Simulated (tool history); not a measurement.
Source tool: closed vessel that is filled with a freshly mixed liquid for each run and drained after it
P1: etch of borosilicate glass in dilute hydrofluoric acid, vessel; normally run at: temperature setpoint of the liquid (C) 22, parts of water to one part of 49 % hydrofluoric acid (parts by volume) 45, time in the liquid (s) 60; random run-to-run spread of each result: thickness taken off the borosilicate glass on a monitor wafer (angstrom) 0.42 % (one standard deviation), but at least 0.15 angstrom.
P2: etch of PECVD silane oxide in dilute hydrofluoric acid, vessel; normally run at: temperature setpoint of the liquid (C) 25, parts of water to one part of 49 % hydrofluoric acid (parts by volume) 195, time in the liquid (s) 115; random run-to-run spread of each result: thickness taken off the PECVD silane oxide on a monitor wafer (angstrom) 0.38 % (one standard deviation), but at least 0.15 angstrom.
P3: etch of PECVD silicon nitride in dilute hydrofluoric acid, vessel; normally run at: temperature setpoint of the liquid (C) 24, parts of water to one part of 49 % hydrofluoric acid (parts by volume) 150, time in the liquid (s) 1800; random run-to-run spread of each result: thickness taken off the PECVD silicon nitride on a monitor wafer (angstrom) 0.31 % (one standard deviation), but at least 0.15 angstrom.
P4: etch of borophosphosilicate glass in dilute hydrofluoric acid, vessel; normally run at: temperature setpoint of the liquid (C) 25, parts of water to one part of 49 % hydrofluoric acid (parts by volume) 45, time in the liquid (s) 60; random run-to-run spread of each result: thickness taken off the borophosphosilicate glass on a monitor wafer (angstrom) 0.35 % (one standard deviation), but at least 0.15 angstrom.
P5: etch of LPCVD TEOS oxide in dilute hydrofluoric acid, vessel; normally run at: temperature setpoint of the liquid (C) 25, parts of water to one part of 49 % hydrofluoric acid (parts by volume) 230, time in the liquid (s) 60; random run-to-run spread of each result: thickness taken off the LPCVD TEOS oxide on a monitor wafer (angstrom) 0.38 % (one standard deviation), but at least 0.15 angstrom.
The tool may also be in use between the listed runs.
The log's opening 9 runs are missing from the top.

run	hour	process that ran	temperature setpoint of the liquid (C)	parts of water to one part of 49 % hydrofluoric acid (parts by volume)	time in the liquid (s)	hours since the thermometer was replaced	hours since the hydrofluoric acid flow meter was replaced	thickness taken off the borosilicate glass on a monitor wafer (angstrom)	thickness taken off the LPCVD TEOS oxide on a monitor wafer (angstrom)	thickness taken off the borophosphosilicate glass on a monitor wafer (angstrom)	thickness taken off the PECVD silane oxide on a monitor wafer (angstrom)	thickness taken off the PECVD silicon nitride on a monitor wafer (angstrom)
10	135.4	P2	25	195	115	617.1	45.8				107.78	
11	150	P1	22	45	60	631.7	60.4	310.23				
12	161	P1	22	45	60	642.7	71.4	312.04				
13	170.4	P4	18	45	60	652.1	80.8			290.96		
14	186.5	P2	25	195	115	668.2	96.9				107.4	
15	197.5	P2	25	195	210	679.2	107.9				197.32	
16	209.1	P2	17.5	195	115	690.8	119.5				80.568	
17	219.9	P1	22	45	90	701.6	130.3	465.64				
18	232.5	P3	24	150	1800	714.2	142.9					430.86
19	249.7	P4	25	45	105	731.4	160.1			682.03		
20	258	P4	25	20	60	739.7	168.4			909.21		
21	267.7	P1	22	45	30	749.4	178.1	154.53				
22	277.3	P1	22	20	60	759	187.7	721.11				

Expected results for the next run?
23	290.9	P3	24	150	3560	772.6	201.3					?

{"run 23": {"thickness taken off the PECVD silicon nitride on a monitor wafer (angstrom)": 855.42}}
